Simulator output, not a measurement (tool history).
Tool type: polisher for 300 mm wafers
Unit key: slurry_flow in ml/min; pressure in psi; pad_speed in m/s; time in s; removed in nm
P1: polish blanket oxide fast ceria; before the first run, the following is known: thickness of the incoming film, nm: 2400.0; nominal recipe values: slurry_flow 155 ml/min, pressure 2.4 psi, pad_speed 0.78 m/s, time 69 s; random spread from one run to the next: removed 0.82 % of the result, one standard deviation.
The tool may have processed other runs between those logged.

| run | hour | slurry_flow | pressure | pad_speed | time | wafers polished on this pad | hours since the slurry nozzle was cleaned | hours since the head pressure was calibrated | removed |
|---|---|---|---|---|---|---|---|---|---|
| 1 | 8.7 | 155 | 2.4 | 0.78 | 69 | 868 | 212.1 | 480.2 | 824.85 |
| 2 | 13.5 | 155 | 2.4 | 1.24 | 69 | 931 | 216.9 | 485.0 | 1324.90 |
| 3 | 21.5 | 155 | 2.4 | 0.78 | 69 | 1035 | 224.9 | 493.0 | 819.82 |
| 4 | 30.0 | 155 | 2.4 | 0.38 | 69 | 1146 | 233.4 | 501.5 | 399.77 |
| 5 | 35.8 | 200 | 2.4 | 0.78 | 69 | 1221 | 239.2 | 507.3 | 855.48 |
| 6 | 40.0 | 155 | 2.4 | 0.78 | 69 | 1276 | 243.4 | 511.5 | 824.54 |
| 7 | 46.8 | 155 | 2.4 | 0.78 | 69 | 1365 | 250.2 | 518.3 | 825.67 |
| 8 | 53.9 | 155 | 3.2 | 0.78 | 69 | 1457 | 257.3 | 525.4 | 1095.30 |
| 9 | 57.7 | 220 | 2.4 | 0.44 | 69 | 1507 | 261.1 | 529.2 | 487.03 |
| 10 | 65.3 | 230 | 2.4 | 1.10 | 69 | 1606 | 268.7 | 536.8 | 1234.40 |
| 11 | 73.1 | 155 | 2.4 | 0.78 | 31 | 1707 | 276.5 | 544.6 | 372.94 |
| 12 | 77.5 | 95 | 2.4 | 0.78 | 69 | 1764 | 280.9 | 549.0 | 742.19 |
| 13 | 82.7 | 155 | 1.7 | 0.78 | 69 | 1832 | 286.1 | 554.2 | 588.78 |
| 14 | 86.6 | 155 | 2.4 | 0.78 | 90 | 1883 | 290.0 | 558.1 | 1078.30 |
| 15 | 95.4 | 155 | 2.4 | 0.78 | 69 | 1998 | 298.8 | 566.9 | 814.58 |
| 16 | 101.1 | 155 | 2.4 | 0.78 | 69 | 2072 | 304.5 | 572.6 | 801.77 |
| 17 | 105.7 | 155 | 2.4 | 0.78 | 69 | 2132 | 309.1 | 577.2 | 798.29 |
| 18 | 110.5 | 155 | 2.4 | 0.78 | 69 | 2194 | 313.9 | 582.0 | 774.68 |
| 19 | 116.7 | 155 | 2.4 | 0.78 | 69 | 2275 | 320.1 | 588.2 | 774.75 |

For run 20, what comes out?
|  | 123.1 | worn pad replaced by a new one |
| 20 | 123.8 | 155 | 2.4 | 0.78 | 69 | 9 | 327.2 | 595.3 | ? |

removed: 764.52 nm
